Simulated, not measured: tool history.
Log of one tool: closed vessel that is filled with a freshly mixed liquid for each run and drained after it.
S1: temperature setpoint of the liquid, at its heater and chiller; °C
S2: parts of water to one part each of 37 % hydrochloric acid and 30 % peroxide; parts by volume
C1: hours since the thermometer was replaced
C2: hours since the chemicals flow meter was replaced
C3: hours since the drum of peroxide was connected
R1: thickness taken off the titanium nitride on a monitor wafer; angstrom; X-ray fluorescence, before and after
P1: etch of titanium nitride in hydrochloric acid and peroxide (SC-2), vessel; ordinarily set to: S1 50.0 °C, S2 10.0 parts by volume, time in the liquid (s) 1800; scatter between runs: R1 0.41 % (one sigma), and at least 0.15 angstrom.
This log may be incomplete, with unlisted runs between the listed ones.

Run 1, hour 10.0: S1 50.0 °C, S2 10.0 parts by volume, time in the liquid (s) 1800; C1 2064.0; C2 1163.5; C3 391.5. Result: R1 435.590 angstrom.
Run 2, hour 20.0: S1 60.5 °C, S2 10.0 parts by volume, time in the liquid (s) 1800; C1 2074.0; C2 1173.5; C3 401.5. Result: R1 863.140 angstrom.
Run 3, hour 27.6: S1 50.0 °C, S2 10.0 parts by volume, time in the liquid (s) 1005; C1 2081.6; C2 1181.1; C3 409.1. Result: R1 243.750 angstrom.
Run 4, hour 35.2: S1 50.0 °C, S2 4.0 parts by volume, time in the liquid (s) 1800; C1 2089.2; C2 1188.7; C3 416.7. Result: R1 868.560 angstrom.
Run 5, hour 49.6: S1 50.0 °C, S2 10.0 parts by volume, time in the liquid (s) 1800; C1 2103.6; C2 1203.1; C3 431.1. Result: R1 437.620 angstrom.
Run 6, hour 64.1: S1 50.0 °C, S2 10.0 parts by volume, time in the liquid (s) 1800; C1 2118.1; C2 1217.6; C3 445.6. Result: R1 434.990 angstrom.
Run 7, hour 75.2: S1 37.0 °C, S2 14.5 parts by volume, time in the liquid (s) 1800; C1 2129.2; C2 1228.7; C3 456.7. Result: R1 128.720 angstrom.
Run 8, hour 83.3: S1 50.0 °C, S2 18.0 parts by volume, time in the liquid (s) 1800; C1 2137.3; C2 1236.8; C3 464.8. Result: R1 262.210 angstrom.
Run 9, hour 94.8: S1 50.0 °C, S2 4.0 parts by volume, time in the liquid (s) 715; C1 2148.8; C2 1248.3; C3 476.3. Result: R1 345.740 angstrom.
Run 10, hour 102.8: S1 50.0 °C, S2 10.0 parts by volume, time in the liquid (s) 1800; C1 2156.8; C2 1256.3; C3 484.3. Result: R1 435.370 angstrom.
Run 11, hour 115.2: S1 42.0 °C, S2 10.0 parts by volume, time in the liquid (s) 665; C1 2169.2; C2 1268.7; C3 496.7. Result: R1 92.704 angstrom.
Run 12, hour 123.6: S1 50.0 °C, S2 10.0 parts by volume, time in the liquid (s) 3570; C1 2177.6; C2 1277.1; C3 505.1. Result: R1 861.250 angstrom.
Run 13, hour 136.7: S1 37.0 °C, S2 10.0 parts by volume, time in the liquid (s) 1800; C1 2190.7; C2 1290.2; C3 518.2. Result: R1 176.380 angstrom.
Run 14, hour 144.8: S1 50.0 °C, S2 10.0 parts by volume, time in the liquid (s) 1800; C1 2198.8; C2 1298.3; C3 526.3. Result: R1 432.070 angstrom.
Run 15, hour 155.9: S1 50.0 °C, S2 10.0 parts by volume, time in the liquid (s) 1800; C1 2209.9; C2 1309.4; C3 537.4. Result: R1 433.720 angstrom.
Run 16, hour 165.4: S1 50.0 °C, S2 10.0 parts by volume, time in the liquid (s) 1800; C1 2219.4; C2 1318.9; C3 546.9. Result: R1 446.220 angstrom.
Run 17, hour 172.8: S1 50.0 °C, S2 10.0 parts by volume, time in the liquid (s) 1800; C1 2226.8; C2 1326.3; C3 554.3. Result: R1 454.510 angstrom.
Run 18, hour 182.9: S1 50.0 °C, S2 10.0 parts by volume, time in the liquid (s) 1800; C1 2236.9; C2 1336.4; C3 564.4. Result: R1 461.230 angstrom.
Run 19, hour 190.6: S1 50.0 °C, S2 10.0 parts by volume, time in the liquid (s) 1800; C1 2244.6; C2 1344.1; C3 572.1. Result: R1 463.560 angstrom.
Run 20, hour 198.6: S1 50.0 °C, S2 10.0 parts by volume, time in the liquid (s) 1800; C1 2252.6; C2 1352.1; C3 580.1. Result: R1 465.640 angstrom.
Run 21, hour 213.0: S1 50.0 °C, S2 10.0 parts by volume, time in the liquid (s) 1800; C1 2267.0; C2 1366.5; C3 594.5. Result: R1 470.750 angstrom.
Run 22, hour 224.3: S1 50.0 °C, S2 10.0 parts by volume, time in the liquid (s) 1800; C1 2278.3; C2 1377.8; C3 605.8. Result: R1 471.800 angstrom.
Run 23, hour 238.4: S1 50.0 °C, S2 10.0 parts by volume, time in the liquid (s) 1800; C1 2292.4; C2 1391.9; C3 619.9. Result: R1 474.320 angstrom.
Run 24, hour 252.7: S1 50.0 °C, S2 10.0 parts by volume, time in the liquid (s) 1800; C1 2306.7; C2 1406.2; C3 634.2. Result: R1 474.850 angstrom.
Run 25, hour 262.0: S1 50.0 °C, S2 10.0 parts by volume, time in the liquid (s) 1800; C1 2316.0; C2 1415.5; C3 643.5. Result: R1 474.310 angstrom.
Run 26, hour 277.8: S1 50.0 °C, S2 10.0 parts by volume, time in the liquid (s) 1800; C1 2331.8; C2 1431.3; C3 659.3. Result: R1 477.200 angstrom.

Compared with where it was, what P1 gives has crept away. Each cause listed below fits the log as well as the rest, at the size given for it:
A: chemicals flow above the setpoint (%) = 11.1
B: liquid hotter than its thermometer reads (K) = 1.31
At approximately hour 155.9, the process output began to creep.
Every other cause this tool's parts could produce, and why it does not fit the log:
peroxide weaker than its label (%): capped at 8; at that size R1 would change by -7.4 %, too little to explain the creep or opposite to it

4 check runs are offered, each on 2 wafers whose results are averaged, their results left as question marks. Which one tells the causes apart?
Run check 1, hour 293.6: S1 40.5 °C, S2 4.0 parts by volume, time in the liquid (s) 1800. Result: R1 ?.
Run check 2, hour 293.6: S1 42.5 °C, S2 10.0 parts by volume, time in the liquid (s) 3435. Result: R1 ?.
Run check 3, hour 293.6: S1 50.0 °C, S2 15.5 parts by volume, time in the liquid (s) 2460. Result: R1 ?.
Run check 4, hour 293.6: S1 50.0 °C, S2 10.0 parts by volume, time in the liquid (s) 1130. Result: R1 ?.

Expected result of each check under each candidate cause:
  check  result     if A     if B
check 1      R1  486.060  497.540
check 2      R1  543.490  545.800
check 3      R1  447.900  445.360
check 4      R1  298.320  298.340
Smallest distance between any two causes, each pair judged by its most separating result, in per cent: check 1 2.33 %; check 2 0.42 %; check 3 0.57 %; check 4 0.01 %
Check 1 tells the causes apart: in the others they would give nearly the same result.

With check 1 done, the readings were: R1 486.430 angstrom. Identify which of the listed causes applies.

The correct cause is A, namely: chemicals flow above the setpoint (%).

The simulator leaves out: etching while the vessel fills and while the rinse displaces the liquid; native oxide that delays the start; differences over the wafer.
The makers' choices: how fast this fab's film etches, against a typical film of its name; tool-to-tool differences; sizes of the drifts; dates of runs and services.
